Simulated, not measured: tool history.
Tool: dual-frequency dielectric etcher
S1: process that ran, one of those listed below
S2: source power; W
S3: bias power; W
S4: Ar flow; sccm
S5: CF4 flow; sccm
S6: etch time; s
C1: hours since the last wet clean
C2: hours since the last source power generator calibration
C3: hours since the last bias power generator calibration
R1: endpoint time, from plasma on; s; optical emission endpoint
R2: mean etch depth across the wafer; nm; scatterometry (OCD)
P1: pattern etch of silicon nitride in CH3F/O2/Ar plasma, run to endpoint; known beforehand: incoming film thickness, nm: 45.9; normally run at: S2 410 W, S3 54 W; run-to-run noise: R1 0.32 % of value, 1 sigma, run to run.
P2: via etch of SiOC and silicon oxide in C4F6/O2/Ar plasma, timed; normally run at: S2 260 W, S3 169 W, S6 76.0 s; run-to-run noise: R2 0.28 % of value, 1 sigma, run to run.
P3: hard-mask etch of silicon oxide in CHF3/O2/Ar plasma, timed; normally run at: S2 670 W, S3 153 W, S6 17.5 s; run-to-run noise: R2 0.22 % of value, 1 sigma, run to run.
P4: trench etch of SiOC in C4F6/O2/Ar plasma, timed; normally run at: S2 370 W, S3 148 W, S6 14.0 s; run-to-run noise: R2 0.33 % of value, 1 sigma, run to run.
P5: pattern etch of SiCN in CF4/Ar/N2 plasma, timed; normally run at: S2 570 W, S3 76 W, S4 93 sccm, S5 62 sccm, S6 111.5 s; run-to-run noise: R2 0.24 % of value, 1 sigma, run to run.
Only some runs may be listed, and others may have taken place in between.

{"run": 1, "hour": 3.9, "S1": "P1", "S2": 410, "S3": 54, "C1": 211.3, "C2": 496.6, "C3": 3613.3, "R1": 71.152}
{"run": 2, "hour": 6.3, "S1": "P5", "S2": 570, "S3": 76, "S4": 93, "S5": 62, "S6": 74.0, "C1": 213.7, "C2": 499.0, "C3": 3615.7, "R2": 79.347}
{"run": 3, "hour": 9.3, "S1": "P4", "S2": 510, "S3": 148, "S6": 14.0, "C1": 216.7, "C2": 502.0, "C3": 3618.7, "R2": 30.422}
{"run": 4, "hour": 13.1, "S1": "P4", "S2": 370, "S3": 199, "S6": 14.0, "C1": 220.5, "C2": 505.8, "C3": 3622.5, "R2": 29.465}
{"run": 5, "hour": 17.2, "S1": "P3", "S2": 670, "S3": 153, "S6": 17.5, "C1": 224.6, "C2": 509.9, "C3": 3626.6, "R2": 34.106}
{"run": 6, "hour": 19.2, "S1": "P3", "S2": 670, "S3": 119, "S6": 17.5, "C1": 226.6, "C2": 511.9, "C3": 3628.6, "R2": 31.375}
{"run": 7, "hour": 23.9, "S1": "P5", "S2": 570, "S3": 76, "S4": 58, "S5": 62, "S6": 111.5, "C1": 231.3, "C2": 516.6, "C3": 3633.3, "R2": 127.43}
{"run": 8, "hour": 26.6, "S1": "P5", "S2": 570, "S3": 105, "S4": 93, "S5": 62, "S6": 111.5, "C1": 234.0, "C2": 519.3, "C3": 3636.0, "R2": 134.59}
{"run": 9, "hour": 29.9, "S1": "P3", "S2": 860, "S3": 153, "S6": 17.5, "C1": 237.3, "C2": 522.6, "C3": 3639.3, "R2": 37.609}
{"run": 10, "hour": 32.3, "S1": "P2", "S2": 260, "S3": 169, "S6": 47.5, "C1": 239.7, "C2": 525.0, "C3": 3641.7, "R2": 43.719}
{"run": 11, "hour": 36.1, "S1": "P5", "S2": 570, "S3": 76, "S4": 93, "S5": 62, "S6": 111.5, "C1": 243.5, "C2": 528.8, "C3": 3645.5, "R2": 119.53}
{"run": 12, "hour": 39.6, "S1": "P1", "S2": 410, "S3": 54, "C1": 247.0, "C2": 532.3, "C3": 3649.0, "R1": 71.064}
{"run": 13, "hour": 43.3, "S1": "P3", "S2": 670, "S3": 153, "S6": 17.5, "C1": 250.7, "C2": 536.0, "C3": 3652.7, "R2": 34.133}
{"run": 14, "hour": 46.1, "S1": "P1", "S2": 290, "S3": 63, "C1": 253.5, "C2": 538.8, "C3": 3655.5, "R1": 76.864}
{"run": 15, "hour": 50.1, "S1": "P1", "S2": 520, "S3": 54, "C1": 257.5, "C2": 542.8, "C3": 3659.5, "R1": 64.783}
{"run": 16, "hour": 54.6, "S1": "P1", "S2": 550, "S3": 67, "C1": 262.0, "C2": 547.3, "C3": 3664.0, "R1": 59.002}
{"run": 17, "hour": 58.6, "S1": "P1", "S2": 410, "S3": 54, "C1": 266.0, "C2": 551.3, "C3": 3668.0, "R1": 70.984}
{"run": 18, "hour": 62.4, "S1": "P3", "S2": 670, "S3": 153, "S6": 24.0, "C1": 269.8, "C2": 555.1, "C3": 3671.8, "R2": 46.604}
{"run": 19, "hour": 66.9, "S1": "P1", "S2": 410, "S3": 54, "C1": 274.3, "C2": 559.6, "C3": 3676.3, "R1": 70.981}
{"run": 20, "hour": 70.0, "S1": "P1", "S2": 340, "S3": 36, "C1": 277.4, "C2": 562.7, "C3": 3679.4, "R1": 86.725}
{"run": 21, "hour": 73.2, "S1": "P1", "S2": 410, "S3": 54, "C1": 280.6, "C2": 565.9, "C3": 3682.6, "R1": 70.714}
{"run": 22, "hour": 75.4, "S1": "P5", "S2": 750, "S3": 76, "S4": 93, "S5": 62, "S6": 111.5, "C1": 282.8, "C2": 568.1, "C3": 3684.8, "R2": 152.71}
{"run": 23, "hour": 79.4, "S1": "P4", "S2": 370, "S3": 148, "S6": 11.0, "C1": 286.8, "C2": 572.1, "C3": 3688.8, "R2": 21.105}
{"run": 24, "hour": 82.4, "S1": "P4", "S2": 370, "S3": 148, "S6": 14.0, "C1": 289.8, "C2": 575.1, "C3": 3691.8, "R2": 26.788}
{"run": 25, "hour": 86.0, "S1": "P2", "S2": 260, "S3": 113, "S6": 76.0, "C1": 293.4, "C2": 578.7, "C3": 3695.4, "R2": 61.68}
{"run": 26, "hour": 88.4, "S1": "P2", "S2": 180, "S3": 169, "S6": 76.0, "C1": 295.8, "C2": 581.1, "C3": 3697.8, "R2": 60.464}
{"run": 27, "hour": 92.7, "S1": "P1", "S2": 410, "S3": 54, "C1": 300.1, "C2": 585.4, "C3": 3702.1, "R1": 71.231}
{"run": 28, "hour": 94.8, "S1": "P5", "S2": 570, "S3": 76, "S4": 93, "S5": 62, "S6": 111.5, "C1": 302.2, "C2": 587.5, "C3": 3704.2, "R2": 119.43}
{"run": 29, "hour": 97.8, "S1": "P1", "S2": 410, "S3": 68, "C1": 305.2, "C2": 590.5, "C3": 3707.2, "R1": 65.997}
{"run": 30, "hour": 100.2, "S1": "P2", "S2": 260, "S3": 169, "S6": 76.0, "C1": 307.6, "C2": 592.9, "C3": 3709.6, "R2": 70.11}
{"run": 31, "hour": 103.3, "S1": "P1", "S2": 300, "S3": 54, "C1": 310.7, "C2": 596.0, "C3": 3712.7, "R1": 79.961}
{"run": 32, "hour": 107.5, "S1": "P1", "S2": 410, "S3": 34, "C1": 314.9, "C2": 600.2, "C3": 3716.9, "R1": 81.177}
{"run": 33, "hour": 111.1, "S1": "P4", "S2": 370, "S3": 148, "S6": 14.0, "C1": 318.5, "C2": 603.8, "C3": 3720.5, "R2": 26.801}
{"run": 34, "hour": 114.3, "S1": "P5", "S2": 570, "S3": 76, "S4": 93, "S5": 85, "S6": 111.5, "C1": 321.7, "C2": 607.0, "C3": 3723.7, "R2": 125.35}
{"run": 35, "hour": 117.2, "S1": "P1", "S2": 410, "S3": 54, "C1": 324.6, "C2": 609.9, "C3": 3726.6, "R1": 71.278}
{"run": 36, "hour": 121.9, "S1": "P1", "S2": 410, "S3": 54, "C1": 329.3, "C2": 614.6, "C3": 3731.3, "R1": 71.462}
{"run": 37, "hour": 124.9, "S1": "P1", "S2": 410, "S3": 54, "C1": 332.3, "C2": 617.6, "C3": 3734.3, "R1": 71.314}
{"run": 38, "hour": 127.1, "S1": "P1", "S2": 410, "S3": 54, "C1": 334.5, "C2": 619.8, "C3": 3736.5, "R1": 72.071}
{"run": 39, "hour": 130.5, "S1": "P1", "S2": 410, "S3": 54, "C1": 337.9, "C2": 623.2, "C3": 3739.9, "R1": 71.846}
{"run": 40, "hour": 133.3, "S1": "P1", "S2": 410, "S3": 54, "C1": 340.7, "C2": 626.0, "C3": 3742.7, "R1": 72.044}
{"run": 41, "hour": 136.1, "S1": "P1", "S2": 410, "S3": 54, "C1": 343.5, "C2": 628.8, "C3": 3745.5, "R1": 71.752}
{"run": 42, "hour": 138.3, "S1": "P1", "S2": 410, "S3": 54, "C1": 345.7, "C2": 631.0, "C3": 3747.7, "R1": 71.872}
{"run": 43, "hour": 140.7, "S1": "P1", "S2": 410, "S3": 54, "C1": 348.1, "C2": 633.4, "C3": 3750.1, "R1": 72.173}
{"hour": 142.0, "done": "wet clean of the chamber"}
{"run": 44, "hour": 144.3, "S1": "P1", "S2": 410, "S3": 54, "C1": 2.4, "C2": 637.0, "C3": 3753.7, "R1": 72.03}
{"run": 45, "hour": 148.2, "S1": "P1", "S2": 410, "S3": 54, "C1": 6.3, "C2": 640.9, "C3": 3757.6, "R1": 72.281}
{"run": 46, "hour": 152.2, "S1": "P1", "S2": 410, "S3": 54, "C1": 10.3, "C2": 644.9, "C3": 3761.6, "R1": 72.241}

Something has made what P1 gives creep away from where it was; the 2 causes below, each at its own stated size, fit the log equally well:
A: bias power that arrives under what is set, % = 4.94
B: source power that arrives under what is set, % = 4.06
The creep began at about hour 117.2.
Why every other cause is out:
chamber walls in a state that lowers the etch rate, %: serviced at hour 142.0, after the change had begun; the process did not return to its earlier output

Each of the 4 check runs below uses one wafer; its results are left as question marks. Which run tells the causes apart?
{"run": "check 1", "hour": 156.2, "S1": "P4", "S2": 470, "S3": 148, "S6": 14.0, "R2": "?"}
{"run": "check 2", "hour": 156.2, "S1": "P2", "S2": 190, "S3": 169, "S6": 76.0, "R2": "?"}
{"run": "check 3", "hour": 156.2, "S1": "P5", "S2": 570, "S3": 76, "S4": 63, "S5": 62, "S6": 111.5, "R2": "?"}
{"run": "check 4", "hour": 156.2, "S1": "P3", "S2": 810, "S3": 153, "S6": 23.0, "R2": "?"}

Expected result of each check under each candidate cause:
check=check_1 result=R2 if_A=29.022 if_B=28.984
check=check_2 result=R2 if_A=60.920 if_B=60.982
check=check_3 result=R2 if_A=124.400 if_B=121.930
check=check_4 result=R2 if_A=47.301 if_B=47.295
Distance between the nearest two causes, measured in the result of the check that separates them most: check 1 0.13 %; check 2 0.1 %; check 3 2.01 %; check 4 0.01 %
Of the check runs offered, only check 3 discriminates between the causes; the rest would read about the same regardless of which cause applies.

Check 3 has now been run. It gave: R2 122.640 nm. Which of the candidate causes is it?

Of the candidate causes, it is B: source power that arrives under what is set, %.
